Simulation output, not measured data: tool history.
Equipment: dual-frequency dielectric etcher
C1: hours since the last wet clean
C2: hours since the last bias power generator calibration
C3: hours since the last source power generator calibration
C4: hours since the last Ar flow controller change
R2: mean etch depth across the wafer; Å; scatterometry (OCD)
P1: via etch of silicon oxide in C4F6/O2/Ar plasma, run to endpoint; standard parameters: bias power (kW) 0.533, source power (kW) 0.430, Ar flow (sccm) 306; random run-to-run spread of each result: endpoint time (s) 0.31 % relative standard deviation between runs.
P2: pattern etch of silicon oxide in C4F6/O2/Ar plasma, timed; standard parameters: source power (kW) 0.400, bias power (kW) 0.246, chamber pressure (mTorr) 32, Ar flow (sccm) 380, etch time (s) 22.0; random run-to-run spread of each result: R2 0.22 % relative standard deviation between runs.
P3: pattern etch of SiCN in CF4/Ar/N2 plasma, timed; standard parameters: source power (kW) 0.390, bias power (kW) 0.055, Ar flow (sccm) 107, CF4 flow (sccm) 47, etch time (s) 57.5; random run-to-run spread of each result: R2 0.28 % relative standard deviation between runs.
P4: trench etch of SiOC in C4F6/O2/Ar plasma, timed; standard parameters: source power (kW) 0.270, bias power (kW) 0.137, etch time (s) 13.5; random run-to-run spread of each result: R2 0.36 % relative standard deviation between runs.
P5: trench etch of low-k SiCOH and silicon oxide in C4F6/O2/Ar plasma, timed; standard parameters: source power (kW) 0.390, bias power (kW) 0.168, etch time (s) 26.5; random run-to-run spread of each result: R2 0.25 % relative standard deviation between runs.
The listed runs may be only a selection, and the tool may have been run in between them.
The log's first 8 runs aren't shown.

Run 9, hour 55.7: process that ran P1, bias power (kW) 0.373, source power (kW) 0.430, Ar flow (sccm) 306; C1 458.0; C2 1393.8; C3 1889.9; C4 1921.6. Result: endpoint time (s) 22.242.
Run 10, hour 64.1: process that ran P2, bias power (kW) 0.246, source power (kW) 0.320, Ar flow (sccm) 380, etch time (s) 22.0, chamber pressure (mTorr) 32; C1 466.4; C2 1402.2; C3 1898.3; C4 1930.0. Result: R2 686.78 Å.
Run 11, hour 72.3: process that ran P3, bias power (kW) 0.055, source power (kW) 0.480, Ar flow (sccm) 107, CF4 flow (sccm) 47, etch time (s) 57.5; C1 474.6; C2 1410.4; C3 1906.5; C4 1938.2. Result: R2 450.31 Å.
Run 12, hour 78.8: process that ran P1, bias power (kW) 0.533, source power (kW) 0.430, Ar flow (sccm) 306; C1 481.1; C2 1416.9; C3 1913.0; C4 1944.7. Result: endpoint time (s) 19.563.
Run 13, hour 84.0: process that ran P2, bias power (kW) 0.246, source power (kW) 0.400, Ar flow (sccm) 380, etch time (s) 12.0, chamber pressure (mTorr) 32; C1 486.3; C2 1422.1; C3 1918.2; C4 1949.9. Result: R2 408.01 Å.
Run 14, hour 91.7: process that ran P5, bias power (kW) 0.137, source power (kW) 0.390, etch time (s) 26.5; C1 494.0; C2 1429.8; C3 1925.9; C4 1957.6. Result: R2 762.07 Å.
Run 15, hour 96.8: process that ran P1, bias power (kW) 0.533, source power (kW) 0.430, Ar flow (sccm) 306; C1 499.1; C2 1434.9; C3 1931.0; C4 1962.7. Result: endpoint time (s) 19.536.
Run 16, hour 103.0: process that ran P4, bias power (kW) 0.137, source power (kW) 0.270, etch time (s) 17.0; C1 505.3; C2 1441.1; C3 1937.2; C4 1968.9. Result: R2 285.41 Å.
Run 17, hour 109.3: process that ran P1, bias power (kW) 0.533, source power (kW) 0.430, Ar flow (sccm) 207; C1 511.6; C2 1447.4; C3 1943.5; C4 1975.2. Result: endpoint time (s) 18.733.
Run 18, hour 116.1: process that ran P2, bias power (kW) 0.246, source power (kW) 0.400, Ar flow (sccm) 380, etch time (s) 22.0, chamber pressure (mTorr) 32; C1 518.4; C2 1454.2; C3 1950.3; C4 1982.0. Result: R2 751.65 Å.
Run 19, hour 124.9: process that ran P2, bias power (kW) 0.246, source power (kW) 0.400, Ar flow (sccm) 380, etch time (s) 22.0, chamber pressure (mTorr) 32; C1 527.2; C2 1463.0; C3 1959.1; C4 1990.8. Result: R2 748.52 Å.
Run 20, hour 131.1: process that ran P5, bias power (kW) 0.168, source power (kW) 0.530, etch time (s) 26.5; C1 533.4; C2 1469.2; C3 1965.3; C4 1997.0. Result: R2 910.82 Å.
Run 21, hour 139.6: process that ran P4, bias power (kW) 0.191, source power (kW) 0.270, etch time (s) 13.5; C1 541.9; C2 1477.7; C3 1973.8; C4 2005.5. Result: R2 250.82 Å.
Run 22, hour 145.4: process that ran P1, bias power (kW) 0.533, source power (kW) 0.510, Ar flow (sccm) 208; C1 547.7; C2 1483.5; C3 1979.6; C4 2011.3. Result: endpoint time (s) 17.520.
Run 23, hour 149.6: process that ran P1, bias power (kW) 0.660, source power (kW) 0.430, Ar flow (sccm) 306; C1 551.9; C2 1487.7; C3 1983.8; C4 2015.5. Result: endpoint time (s) 17.960.

Run 24 comes next. What will it give?
Run 24, hour 153.5: process that ran P5, bias power (kW) 0.168, source power (kW) 0.390, etch time (s) 18.5; C1 555.8; C2 1491.6; C3 1987.7; C4 2019.4. Result: R2 ?.

R2: 566.22 Å

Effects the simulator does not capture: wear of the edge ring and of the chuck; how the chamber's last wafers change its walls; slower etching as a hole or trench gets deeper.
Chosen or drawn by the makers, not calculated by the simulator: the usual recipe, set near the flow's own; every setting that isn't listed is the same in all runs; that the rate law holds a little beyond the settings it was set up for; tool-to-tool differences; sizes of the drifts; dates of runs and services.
